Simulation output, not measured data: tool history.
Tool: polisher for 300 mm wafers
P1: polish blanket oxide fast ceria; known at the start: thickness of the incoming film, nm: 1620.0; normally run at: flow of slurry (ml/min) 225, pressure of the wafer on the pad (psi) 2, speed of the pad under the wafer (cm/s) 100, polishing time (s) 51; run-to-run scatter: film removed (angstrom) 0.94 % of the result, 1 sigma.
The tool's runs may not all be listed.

run,day,flow of slurry (ml/min),pressure of the wafer on the pad (psi),speed of the pad under the wafer (cm/s),polishing time (s),wafers polished on this pad,hours since the slurry nozzle was cleaned,hours since the head pressure was calibrated,film removed (angstrom)
1,0.704,225,2,100,51,827,267.9,146.9,6476.8
2,1.288,135,2,100,51,1013,281.9,160.9,6122.5
3,1.992,225,3,100,51,1238,298.8,177.8,9755.7
4,2.367,225,2.8,156,51,1358,307.8,186.8,14341
5,3.083,315,2,100,51,1587,325,204,6641.3
6,3.408,225,2,100,51,1690,332.8,211.8,6503.6
7,3.904,225,2,126,51,1849,344.7,223.7,8201.5
8,4.629,225,0.9,100,51,2080,362.1,241.1,2930.5
9,5.096,225,2,100,75,2229,373.3,252.3,9529.6
10,5.512,225,2,100,51,2362,383.3,262.3,6447.5
11,6.058,225,2,100,51,2537,396.4,275.4,6550.9
12,6.7,225,2,100,51,2742,411.8,290.8,6407.9
13,7.033,225,2,54,51,2848,419.8,298.8,3497

Run 14 comes next. What will it give?
14,7.612,225,2,100,23,3033,433.7,312.7,?

Run 14 gave film removed (angstrom) 2946.3.
